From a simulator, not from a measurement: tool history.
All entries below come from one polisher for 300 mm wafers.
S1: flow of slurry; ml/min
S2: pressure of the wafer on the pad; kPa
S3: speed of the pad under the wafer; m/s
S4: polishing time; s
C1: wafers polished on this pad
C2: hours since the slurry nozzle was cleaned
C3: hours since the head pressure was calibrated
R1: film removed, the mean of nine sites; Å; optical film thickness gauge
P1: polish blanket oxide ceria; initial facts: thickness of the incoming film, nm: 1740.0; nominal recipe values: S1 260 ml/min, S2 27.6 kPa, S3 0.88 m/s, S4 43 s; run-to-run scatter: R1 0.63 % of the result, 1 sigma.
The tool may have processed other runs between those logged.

run,day,S1,S2,S3,S4,C1,C2,C3,R1
1,0.221,260,27.6,0.88,43,1111,282.5,289.6,2246.6
2,0.533,260,27.6,0.88,43,1196,290,297.1,2235.7
3,0.95,260,27.6,0.88,43,1310,300,307.1,2211.8
4,1.246,260,27.6,0.88,43,1391,307.1,314.2,2217.8
5,1.525,260,16.5,0.88,43,1467,313.8,320.9,1343.8
6,1.95,260,27.6,0.4,43,1584,324,331.1,1005.9
7,2.233,385,27.6,0.88,30,1661,330.8,337.9,1617.1
8,2.446,155,27.6,0.88,43,1719,335.9,343,2088.2
# day 2.479: slurry nozzle cleaned
9,2.792,260,27.6,0.88,66,1814,7.6,351.3,3450.6
10,3.167,260,27.6,0.88,19,1916,16.6,360.3,995.2
11,3.596,260,27.6,0.88,43,2033,26.9,370.6,2244.7
12,3.967,260,27.6,0.88,43,2135,35.8,379.5,2242.2
13,4.383,260,27.6,0.88,43,2249,45.8,389.5,2240.5
14,4.704,260,40.7,0.88,43,2336,53.5,397.2,3244.3
15,5.033,260,27.6,1.12,43,2426,61.4,405.1,2851.3
16,5.321,375,27.6,0.88,43,2505,68.3,412,2326.1
17,5.517,260,27.6,0.88,43,2558,73,416.7,2228.8
18,5.95,260,27.6,0.88,43,2677,83.4,427.1,2178.2
19,6.258,260,27.6,0.88,43,2761,90.8,434.5,2168.1
20,6.55,260,27.6,0.88,43,2841,97.8,441.5,2127.4
21,6.9,260,27.6,0.88,43,2936,106.2,449.9,2134.6
# day 6.904: head pressure recalibrated
22,7.292,260,27.6,0.88,43,3044,115.6,9.4,2143
23,7.704,260,27.6,0.88,43,3156,125.5,19.3,2105.6
24,8.146,260,27.6,0.88,43,3277,136.1,29.9,2109.4
25,8.367,260,27.6,0.88,43,3337,141.4,35.2,2126.5
26,8.804,260,27.6,0.88,43,3457,151.9,45.7,2113.4

P1 no longer gives what it gave before; its output has crept away from where it was. The following 2 causes, each at its listed size, fit the log equally well:
A: removal rate lost through wear of the pad, % = 5.19
B: slurry flow missing at the pad, % = 34.2
The process output started creeping at around day 5.517.
Each remaining cause and why it is not a fit:
head's pressure below its setpoint, %: maintenance at day 6.904, after the shift began, did not return the process to its former output

Consider the 4 check runs below, whose results appear as question marks and each of which averages 5 wafers. Which one distinguishes the causes, in that each cause would give it a clearly different result?
check 1,9.242,260,22.1,0.4,43,,,,?
check 2,9.242,260,37.9,0.88,61,,,,?
check 3,9.242,260,34.5,0.88,22,,,,?
check 4,9.242,175,35.2,0.88,43,,,,?

Expected result of each check under each candidate cause:
check,result,if A,if B
check 1,R1,768.77,768.84
check 2,R1,4123.8,4124.1
check 3,R1,1352.1,1352.2
check 4,R1,2564.7,2504.8
Per check, the gap between the least separated pair of causes, taken in the result that splits them most: check 1 0.01 %; check 2 0.01 %; check 3 0.01 %; check 4 2.36 %
The causes can be told apart only by check 4. The other checks would give nearly the same results under each of them.

Here is what check 4 returned: R1 2547.8 Å. Which cause is it?

It was cause A: removal rate lost through wear of the pad, %.

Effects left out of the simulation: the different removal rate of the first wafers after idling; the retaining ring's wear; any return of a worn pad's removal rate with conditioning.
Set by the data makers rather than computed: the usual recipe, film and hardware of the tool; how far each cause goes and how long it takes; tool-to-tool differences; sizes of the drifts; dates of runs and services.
